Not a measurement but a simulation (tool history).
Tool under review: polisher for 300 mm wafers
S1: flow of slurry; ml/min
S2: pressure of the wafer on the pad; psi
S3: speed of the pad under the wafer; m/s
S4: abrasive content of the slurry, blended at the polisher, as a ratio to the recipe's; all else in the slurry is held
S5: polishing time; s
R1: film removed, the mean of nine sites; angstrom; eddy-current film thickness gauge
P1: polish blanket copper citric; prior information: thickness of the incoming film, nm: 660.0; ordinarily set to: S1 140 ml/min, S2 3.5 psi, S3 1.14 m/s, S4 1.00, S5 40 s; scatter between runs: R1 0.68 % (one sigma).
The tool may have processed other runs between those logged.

Run 1, hour 6.1: S1 140 ml/min, S2 3.5 psi, S3 1.14 m/s, S4 1.00, S5 40 s. Result: R1 1501.70 angstrom.
Run 2, hour 16.9: S1 140 ml/min, S2 3.5 psi, S3 1.76 m/s, S4 1.00, S5 40 s. Result: R1 2268.50 angstrom.
Run 3, hour 26.8: S1 95 ml/min, S2 3.5 psi, S3 1.14 m/s, S4 1.00, S5 40 s. Result: R1 1356.90 angstrom.
Run 4, hour 34.0: S1 140 ml/min, S2 3.5 psi, S3 1.14 m/s, S4 1.00, S5 40 s. Result: R1 1467.60 angstrom.
Run 5, hour 40.3: S1 140 ml/min, S2 3.5 psi, S3 1.14 m/s, S4 1.00, S5 40 s. Result: R1 1485.90 angstrom.
Run 6, hour 50.7: S1 140 ml/min, S2 3.5 psi, S3 1.14 m/s, S4 1.00, S5 18 s. Result: R1 662.21 angstrom.
Run 7, hour 63.4: S1 140 ml/min, S2 5.4 psi, S3 1.14 m/s, S4 1.00, S5 40 s. Result: R1 2256.30 angstrom.
Run 8, hour 71.7: S1 140 ml/min, S2 3.5 psi, S3 1.14 m/s, S4 1.00, S5 59 s. Result: R1 2173.00 angstrom.
Run 9, hour 84.5: S1 100 ml/min, S2 3.5 psi, S3 1.14 m/s, S4 0.60, S5 40 s. Result: R1 1237.00 angstrom.
Run 10, hour 90.7: S1 210 ml/min, S2 3.5 psi, S3 1.14 m/s, S4 1.00, S5 40 s. Result: R1 1575.10 angstrom.
Run 11, hour 99.0: S1 140 ml/min, S2 3.5 psi, S3 1.14 m/s, S4 1.40, S5 40 s. Result: R1 1612.90 angstrom.
Run 12, hour 106.4: S1 140 ml/min, S2 3.5 psi, S3 1.14 m/s, S4 0.55, S5 40 s. Result: R1 1310.60 angstrom.
Run 13, hour 112.2: S1 140 ml/min, S2 1.9 psi, S3 1.14 m/s, S4 1.00, S5 40 s. Result: R1 821.72 angstrom.
Run 14, hour 121.9: S1 195 ml/min, S2 3.5 psi, S3 1.42 m/s, S4 1.00, S5 40 s. Result: R1 1906.70 angstrom.
Run 15, hour 128.3: S1 140 ml/min, S2 3.5 psi, S3 1.14 m/s, S4 1.00, S5 40 s. Result: R1 1475.40 angstrom.
Run 16, hour 136.0: S1 140 ml/min, S2 3.5 psi, S3 0.60 m/s, S4 1.00, S5 40 s. Result: R1 794.70 angstrom.
Run 17, hour 148.8: S1 140 ml/min, S2 3.5 psi, S3 1.14 m/s, S4 1.00, S5 40 s. Result: R1 1486.80 angstrom.
Run 18, hour 160.7: S1 140 ml/min, S2 3.5 psi, S3 1.14 m/s, S4 1.00, S5 40 s. Result: R1 1482.20 angstrom.
Run 19, hour 172.9: S1 140 ml/min, S2 3.5 psi, S3 1.14 m/s, S4 1.00, S5 40 s. Result: R1 1421.60 angstrom.
Run 20, hour 180.6: S1 140 ml/min, S2 3.5 psi, S3 1.14 m/s, S4 1.00, S5 40 s. Result: R1 1410.20 angstrom.
Run 21, hour 188.6: S1 140 ml/min, S2 3.5 psi, S3 1.14 m/s, S4 1.00, S5 40 s. Result: R1 1359.70 angstrom.
At hour 196.2: slurry blender recalibrated.
At hour 199.7: head pressure recalibrated.
Run 22, hour 200.0: S1 140 ml/min, S2 3.5 psi, S3 1.14 m/s, S4 1.00, S5 40 s. Result: R1 1351.80 angstrom.
Run 23, hour 210.2: S1 140 ml/min, S2 3.5 psi, S3 1.14 m/s, S4 1.00, S5 40 s. Result: R1 1333.50 angstrom.
Run 24, hour 222.1: S1 140 ml/min, S2 3.5 psi, S3 1.14 m/s, S4 1.00, S5 40 s. Result: R1 1326.30 angstrom.
Run 25, hour 234.9: S1 140 ml/min, S2 3.5 psi, S3 1.14 m/s, S4 1.00, S5 40 s. Result: R1 1312.50 angstrom.

The log shows P1 creeping away from where it was. Any of the 2 causes listed here, at the size stated for it, fits the log just as well as the others:
A: slurry flow missing at the pad, % = 38.5
B: removal rate lost through wear of the pad, % = 10.7
The gradual shift began around hour 160.7.
Ruled out, with reasons:
head's pressure below its setpoint, %: serviced at hour 199.7, after the change had begun; the process did not return to its earlier output
abrasive missing from the slurry, %: serviced at hour 196.2, after the change had begun; the process did not return to its earlier output

Each of the check runs listed below is run on 3 wafers and reports their average, with the results left as question marks. Pick the one under which the possible causes would lead to clearly different results.
Run check 1, hour 247.7: S1 140 ml/min, S2 3.5 psi, S3 1.42 m/s, S4 0.55, S5 40 s. Result: R1 ?.
Run check 2, hour 247.7: S1 140 ml/min, S2 5.4 psi, S3 0.66 m/s, S4 1.00, S5 40 s. Result: R1 ?.
Run check 3, hour 247.7: S1 140 ml/min, S2 3.5 psi, S3 1.76 m/s, S4 1.00, S5 23 s. Result: R1 ?.
Run check 4, hour 247.7: S1 205 ml/min, S2 3.5 psi, S3 1.14 m/s, S4 1.00, S5 53 s. Result: R1 ?.

If the cause were each of the candidates in turn, the checks would give the following:
  check  result     if A     if B
check 1      R1  1450.40  1451.10
check 2      R1  1183.60  1184.10
check 3      R1  1166.20  1166.70
check 4      R1  1922.90  1860.80
Minimum pairwise separation of causes per check, each pair taken at its best-separating result: check 1 0.05 %; check 2 0.05 %; check 3 0.05 %; check 4 3.28 %
Of the check runs offered, only check 4 discriminates between the causes; the rest would read about the same regardless of which cause applies.

Check 4 was then run and gave: R1 1921.60 angstrom. Which cause is it?

Of the candidate causes, it is A: slurry flow missing at the pad, %.
